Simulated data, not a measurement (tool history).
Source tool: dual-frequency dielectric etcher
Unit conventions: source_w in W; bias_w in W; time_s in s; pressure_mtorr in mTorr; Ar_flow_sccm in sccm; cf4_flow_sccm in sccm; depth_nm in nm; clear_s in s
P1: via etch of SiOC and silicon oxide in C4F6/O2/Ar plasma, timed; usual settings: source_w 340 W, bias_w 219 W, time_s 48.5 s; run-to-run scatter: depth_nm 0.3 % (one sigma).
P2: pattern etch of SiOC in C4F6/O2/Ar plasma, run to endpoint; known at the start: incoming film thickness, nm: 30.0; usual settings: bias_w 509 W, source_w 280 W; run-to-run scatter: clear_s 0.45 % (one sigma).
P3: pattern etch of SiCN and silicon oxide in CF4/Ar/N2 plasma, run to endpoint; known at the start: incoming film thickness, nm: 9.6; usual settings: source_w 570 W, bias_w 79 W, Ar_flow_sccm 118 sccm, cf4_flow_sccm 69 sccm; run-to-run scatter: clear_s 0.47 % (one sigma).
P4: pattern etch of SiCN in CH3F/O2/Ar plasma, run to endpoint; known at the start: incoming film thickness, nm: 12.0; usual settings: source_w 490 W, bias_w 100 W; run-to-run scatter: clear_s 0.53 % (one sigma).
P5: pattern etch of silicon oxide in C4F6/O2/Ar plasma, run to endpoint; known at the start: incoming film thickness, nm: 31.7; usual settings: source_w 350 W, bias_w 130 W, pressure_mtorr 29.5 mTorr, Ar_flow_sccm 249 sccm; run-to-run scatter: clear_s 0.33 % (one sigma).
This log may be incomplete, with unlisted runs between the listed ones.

run   hour  process  source_w  bias_w  time_s  pressure_mtorr  Ar_flow_sccm  cf4_flow_sccm  hours since the last wet clean  hours since the last source power generator calibration  hours since the last bias power generator calibration  depth_nm  clear_s
  1     10       P1       340     219    48.5                                                                        165.2                                                   3402.5                                                 1272.5    54.568
  2     17       P4       630     100                                                                                172.2                                                   3409.5                                                 1279.5             24.864
  3   24.7       P5       500     130                    29.5           249                                          179.9                                                   3417.2                                                 1287.2             10.237
  4   33.3       P2       330     509                                                                                188.5                                                   3425.8                                                 1295.8             11.133
  5   48.3       P3       410      79                                   118             69                           203.5                                                   3440.8                                                 1310.8             12.087
  6   57.1       P1       340     219    48.5                                                                        212.3                                                   3449.6                                                 1319.6    54.546
  7   64.8       P1       340     219    48.5                                                                          220                                                   3457.3                                                 1327.3    54.224
  8   71.8       P2       280     509                                                                                  227                                                   3464.3                                                 1334.3              11.69
  9   82.6       P1       340     147    60.5                                                                        237.8                                                   3475.1                                                 1345.1    59.788
 10   95.2       P1       420     219    48.5                                                                        250.4                                                   3487.7                                                 1357.7    58.995
 11    106       P2       280     691                                                                                261.2                                                   3498.5                                                 1368.5             10.354
 12  118.2       P3       570     101                                   118             69                           273.4                                                   3510.7                                                 1380.7              8.194
 13  131.3       P3       570      79                                    76             69                           286.5                                                   3523.8                                                 1393.8             8.4046
 14  146.2       P1       340     219    37.5                                                                        301.4                                                   3538.7                                                 1408.7    42.011
 15    162       P5       350     157                    29.5           249                                          317.2                                                   3554.5                                                 1424.5             11.124
 16  173.2       P3       570      79                                   118             97                           328.4                                                   3565.7                                                 1435.7             8.4905
 17  187.5       P4       490     100                                                                                342.7                                                     3580                                                   1450             27.491
 18  200.9       P4       490     100                                                                                356.1                                                   3593.4                                                 1463.4             27.304
 19  213.5       P1       290     219      61                                                                        368.7                                                     3606                                                   1476    64.423
 20  220.4       P5       350     130                    41.5           249                                          375.6                                                   3612.9                                                 1482.9              12.28
 21  235.8       P4       490      64                                                                                  391                                                   3628.3                                                 1498.3             32.119
     236.6  -- wet clean of the chamber
 22    250       P1       220     255    48.5                                                                         13.5                                                   3642.5                                                 1512.5    48.756
 23  265.9       P3       570      79                                   118             69                            29.4                                                   3658.4                                                 1528.4             9.0034
 24  281.7       P1       340     129    48.5                                                                         45.2                                                   3674.2                                                 1544.2    46.146
 25  293.4       P1       340     219      63                                                                         56.9                                                   3685.9                                                 1555.9    70.494
 26  307.8       P5       350     130                    29.5           249                                           71.3                                                   3700.3                                                 1570.3             11.755
 27  317.1       P1       340     219    48.5                                                                         80.6                                                   3709.6                                                 1579.6    54.657
 28  332.8       P1       340     291    48.5                                                                         96.3                                                   3725.3                                                 1595.3    60.208
 29  341.9       P5       350     130                    29.5           185                                          105.4                                                   3734.4                                                 1604.4             11.413
 30  354.2       P1       340     219    48.5                                                                        117.7                                                   3746.7                                                 1616.7    54.349
 31  367.1       P2       280     509                                                                                130.6                                                   3759.6                                                 1629.6             11.813

Forecast run 32:
 32  379.2       P1       240     219    48.5                                                                        142.7                                                   3771.7                                                 1641.7         ?

depth_nm: 47.71 nm
